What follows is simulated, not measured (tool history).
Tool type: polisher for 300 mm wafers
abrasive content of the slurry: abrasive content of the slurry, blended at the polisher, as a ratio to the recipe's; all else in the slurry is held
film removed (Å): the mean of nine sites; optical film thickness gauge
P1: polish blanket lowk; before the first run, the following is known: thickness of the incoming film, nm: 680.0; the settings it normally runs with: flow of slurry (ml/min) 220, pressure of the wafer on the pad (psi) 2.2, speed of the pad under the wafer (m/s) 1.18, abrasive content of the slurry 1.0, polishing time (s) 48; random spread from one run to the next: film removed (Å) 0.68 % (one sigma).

| run | day | flow of slurry (ml/min) | pressure of the wafer on the pad (psi) | speed of the pad under the wafer (m/s) | abrasive content of the slurry | polishing time (s) | wafers polished on this pad | hours since the slurry nozzle was cleaned | hours since the head pressure was calibrated | hours since the slurry blender was calibrated | hours since the conditioning disc was replaced | film removed (Å) |
|---|---|---|---|---|---|---|---|---|---|---|---|---|
| 1 | 0.650 | 220 | 2.2 | 1.18 | 1.0 | 48 | 607 | 101.6 | 900.4 | 48.5 | 65.0 | 249.85 |
| 2 | 1.158 | 220 | 2.2 | 1.82 | 1.0 | 63 | 744 | 113.8 | 912.6 | 60.7 | 77.2 | 465.87 |
| 3 | 1.796 | 220 | 2.2 | 1.18 | 1.0 | 22 | 915 | 129.1 | 927.9 | 76.0 | 92.5 | 115.69 |
| 4 | 2.154 | 220 | 2.2 | 1.18 | 1.0 | 65 | 1012 | 137.7 | 936.5 | 84.6 | 101.1 | 342.79 |
| 5 | 2.942 | 220 | 2.2 | 1.18 | 0.6 | 48 | 1223 | 156.6 | 955.4 | 103.5 | 120.0 | 190.16 |
|  | 3.062 | worn pad replaced by a new one |
| 6 | 3.700 | 155 | 2.2 | 1.18 | 1.0 | 48 | 171 | 174.8 | 973.6 | 121.7 | 138.2 | 238.60 |
| 7 | 4.154 | 220 | 2.2 | 1.18 | 1.5 | 48 | 293 | 185.7 | 984.5 | 132.6 | 149.1 | 298.74 |
| 8 | 4.900 | 290 | 2.2 | 1.18 | 1.0 | 48 | 494 | 203.6 | 1002.4 | 150.5 | 167.0 | 256.08 |
| 9 | 5.488 | 220 | 3.4 | 1.18 | 1.0 | 48 | 652 | 217.7 | 1016.5 | 164.6 | 181.1 | 388.72 |
| 10 | 6.267 | 220 | 1.1 | 1.18 | 1.0 | 48 | 861 | 236.4 | 1035.2 | 183.3 | 199.8 | 124.78 |
| 11 | 6.717 | 220 | 2.2 | 1.18 | 1.0 | 48 | 982 | 247.2 | 1046.0 | 194.1 | 210.6 | 249.56 |
| 12 | 7.179 | 220 | 2.2 | 0.66 | 1.0 | 48 | 1107 | 258.3 | 1057.1 | 205.2 | 221.7 | 158.93 |
| 13 | 7.525 | 220 | 2.2 | 1.18 | 1.0 | 48 | 1200 | 266.6 | 1065.4 | 213.5 | 230.0 | 248.90 |
| 14 | 7.946 | 220 | 2.2 | 1.18 | 1.0 | 48 | 1313 | 276.7 | 1075.5 | 223.6 | 240.1 | 251.85 |
| 15 | 8.625 | 220 | 2.2 | 1.86 | 1.0 | 48 | 1495 | 293.0 | 1091.8 | 239.9 | 256.4 | 367.97 |
| 16 | 9.271 | 320 | 2.2 | 1.18 | 0.7 | 48 | 1669 | 308.5 | 1107.3 | 255.4 | 271.9 | 221.27 |
| 17 | 9.846 | 220 | 2.2 | 1.18 | 1.0 | 48 | 1824 | 322.3 | 1121.1 | 269.2 | 285.7 | 248.51 |

Predict the results of run 18:
| 18 | 10.621 | 220 | 2.2 | 1.18 | 1.0 | 48 | 2032 | 340.9 | 1139.7 | 287.8 | 304.3 | ? |

Run 18 gave film removed (Å) 251.57.

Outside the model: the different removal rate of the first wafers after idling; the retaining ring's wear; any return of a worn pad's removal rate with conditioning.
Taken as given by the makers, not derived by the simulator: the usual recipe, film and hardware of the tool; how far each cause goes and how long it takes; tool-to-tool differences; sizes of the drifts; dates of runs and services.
